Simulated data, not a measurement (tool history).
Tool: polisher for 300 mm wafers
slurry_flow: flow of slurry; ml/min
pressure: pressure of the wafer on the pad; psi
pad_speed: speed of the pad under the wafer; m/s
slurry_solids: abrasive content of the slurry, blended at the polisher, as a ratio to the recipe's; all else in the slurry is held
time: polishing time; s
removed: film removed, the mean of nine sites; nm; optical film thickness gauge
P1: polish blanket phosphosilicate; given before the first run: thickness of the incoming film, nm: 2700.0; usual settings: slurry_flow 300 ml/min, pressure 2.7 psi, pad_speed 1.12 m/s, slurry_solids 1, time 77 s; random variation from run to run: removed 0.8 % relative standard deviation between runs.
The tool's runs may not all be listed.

run,hour,slurry_flow,pressure,pad_speed,slurry_solids,time,wafers polished on this pad,hours since the slurry nozzle was cleaned,hours since the head pressure was calibrated,hours since the slurry blender was calibrated,hours since the conditioning disc was replaced,removed
1,18.3,300,2.7,1.12,1,77,592,445.2,167.4,240.7,149.1,717.33
2,35.2,300,2.7,1.12,1,77,791,462.1,184.3,257.6,166,710.65
3,52.1,300,4,1.12,1,77,990,479,201.2,274.5,182.9,1065.9
4,60.1,455,2.7,1.12,0.8,77,1084,487,209.2,282.5,190.9,664.02
5,71.5,300,2.7,1.12,1,77,1218,498.4,220.6,293.9,202.3,711.55
6,86.9,300,2.7,0.5,1,77,1399,513.8,236,309.3,217.7,374.81
7,96.7,455,2.7,1.12,1,77,1515,523.6,245.8,319.1,227.5,732.44
8,109.7,300,2.7,1.12,1,117,1668,536.6,258.8,332.1,240.5,1078.7
9,122.5,215,2.7,1.12,1,77,1819,549.4,271.6,344.9,253.3,693.81
10,133.4,300,2.7,1.12,1,77,1947,560.3,282.5,355.8,264.2,703.68
11,148.8,300,2.7,1.12,1,77,2128,575.7,297.9,371.2,279.6,718.64
12,158,300,2.7,1.64,1,77,2237,584.9,307.1,380.4,288.8,965.42
13,171,300,2.7,1.12,1.4,77,2390,597.9,320.1,393.4,301.8,832.32
14,187.9,300,2.7,1.12,1,77,2589,614.8,337,410.3,318.7,712.57
15,198.6,300,2.7,1.12,0.55,77,2715,625.5,347.7,421,329.4,517.92
16,213.5,300,2.7,1.12,1,35,2890,640.4,362.6,435.9,344.3,322.11
17,221.9,300,2.7,1.12,1,77,2989,648.8,371,444.3,352.7,708.46
18,236.5,300,1.6,1.12,1,77,3161,663.4,385.6,458.9,367.3,426.9
19,246.2,300,2.7,1.12,1,77,3275,673.1,395.3,468.6,377,719.21
20,256.7,300,2.7,1.12,1,77,3399,683.6,405.8,479.1,387.5,684.58
21,267.6,300,2.7,1.12,1,77,3527,694.5,416.7,490,398.4,674.58
22,281.2,300,2.7,1.12,1,77,3688,708.1,430.3,503.6,412,673.88
# hour 281.7: slurry nozzle cleaned
# hour 291: head pressure recalibrated
# hour 295.1: conditioning disc replaced and pad reconditioned
23,297.8,300,2.7,1.12,1,77,3883,16.1,6.9,520.2,2.8,654.64
24,306.7,300,2.7,1.12,1,77,3988,25,15.8,529.1,11.7,663.13
25,316.9,300,2.7,1.12,1,77,4108,35.2,26,539.3,21.9,652.91
26,326.9,300,2.7,1.12,1,77,4226,45.2,36,549.3,31.9,651.16
27,340.7,300,2.7,1.12,1,77,4388,59,49.8,563.1,45.7,653.13

The log shows P1 creeping away from where it was. Any of the 2 causes listed here, at the size stated for it, fits the log just as well as the others:
A: abrasive missing from the slurry, % = 16.8
B: removal rate lost through wear of the pad, % = 8.43
The onset of the drift is placed at about hour 246.2.
What rules out each remaining cause:
slurry flow missing at the pad, %: maintenance at hour 281.7, after the shift began, did not return the process to its former output
head's pressure below its setpoint, %: maintenance at hour 291, after the shift began, did not return the process to its former output
time polished since the conditioner stopped cutting, s: maintenance at hour 295.1, after the shift began, did not return the process to its former output

Consider the 4 check runs below, whose results appear as question marks and each of which averages 5 wafers. Which one distinguishes the causes, in that each cause would give it a clearly different result?
check 1,354.5,300,3.6,1.12,0.55,77,,,,,,?
check 2,354.5,425,2.7,0.54,1,77,,,,,,?
check 3,354.5,300,2.7,0.68,1,35,,,,,,?
check 4,354.5,300,3.9,1.12,1,77,,,,,,?

What every check run would give for each of its results, assuming each possible cause in turn:
check,result,if A,if B
check 1,removed,617.57,634.3
check 2,removed,374.05,373.95
check 3,removed,199.07,199.02
check 4,removed,942.96,942.72
Per check, the gap between the least separated pair of causes, taken in the result that splits them most: check 1 2.67 %; check 2 0.03 %; check 3 0.03 %; check 4 0.03 %
The causes can be told apart only by check 1. The other checks would give nearly the same results under each of them.

After running check 1, the following was obtained: removed 632.33 nm. Which cause does this point to?

The cause is B: removal rate lost through wear of the pad, %.
